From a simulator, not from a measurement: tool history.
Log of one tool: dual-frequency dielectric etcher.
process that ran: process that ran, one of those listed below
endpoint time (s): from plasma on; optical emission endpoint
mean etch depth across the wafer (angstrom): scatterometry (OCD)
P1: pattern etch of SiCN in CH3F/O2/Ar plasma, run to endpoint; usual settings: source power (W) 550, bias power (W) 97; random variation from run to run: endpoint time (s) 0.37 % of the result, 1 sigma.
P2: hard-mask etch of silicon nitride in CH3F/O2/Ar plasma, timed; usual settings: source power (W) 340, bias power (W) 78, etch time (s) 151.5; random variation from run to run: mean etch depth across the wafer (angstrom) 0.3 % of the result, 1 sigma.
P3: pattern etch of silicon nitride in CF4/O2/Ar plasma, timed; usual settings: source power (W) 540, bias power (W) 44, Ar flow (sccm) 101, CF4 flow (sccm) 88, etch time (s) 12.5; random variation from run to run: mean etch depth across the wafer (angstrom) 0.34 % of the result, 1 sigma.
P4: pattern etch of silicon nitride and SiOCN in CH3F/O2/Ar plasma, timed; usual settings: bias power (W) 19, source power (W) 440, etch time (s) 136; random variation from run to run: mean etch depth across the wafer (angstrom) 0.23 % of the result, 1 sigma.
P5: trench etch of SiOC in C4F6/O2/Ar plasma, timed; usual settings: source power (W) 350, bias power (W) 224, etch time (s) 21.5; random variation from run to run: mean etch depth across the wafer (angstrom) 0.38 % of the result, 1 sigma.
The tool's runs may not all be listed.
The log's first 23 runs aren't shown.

| run | day | process that ran | source power (W) | bias power (W) | etch time (s) | Ar flow (sccm) | CF4 flow (sccm) | hours since the last wet clean | hours since the last source power generator calibration | hours since the last bias power generator calibration | endpoint time (s) | mean etch depth across the wafer (angstrom) |
|---|---|---|---|---|---|---|---|---|---|---|---|---|
| 24 | 5.438 | P2 | 340 | 104 | 151.5 |  |  | 495.5 | 1035.6 | 1070.4 |  | 1173.8 |
| 25 | 5.742 | P1 | 550 | 97 |  |  |  | 502.8 | 1042.9 | 1077.7 | 15.141 |  |
| 26 | 6.029 | P1 | 550 | 97 |  |  |  | 509.7 | 1049.8 | 1084.6 | 15.167 |  |
| 27 | 6.279 | P3 | 540 | 44 | 12.5 | 101 | 88 | 515.7 | 1055.8 | 1090.6 |  | 241.67 |
| 28 | 6.496 | P3 | 750 | 44 | 12.5 | 101 | 88 | 520.9 | 1061 | 1095.8 |  | 321.52 |
| 29 | 6.721 | P4 | 440 | 19 | 86.5 |  |  | 526.3 | 1066.4 | 1101.2 |  | 114.07 |
| 30 | 6.954 | P5 | 480 | 224 | 21.5 |  |  | 531.9 | 1072 | 1106.8 |  | 508.04 |
| 31 | 7.108 | P1 | 550 | 97 |  |  |  | 535.6 | 1075.7 | 1110.5 | 15.097 |  |

Forecast run 32:
| 32 | 7.392 | P1 | 550 | 97 |  |  |  | 542.4 | 1082.5 | 1117.3 | ? |  |

Run 32 gave endpoint time (s) 15.3.
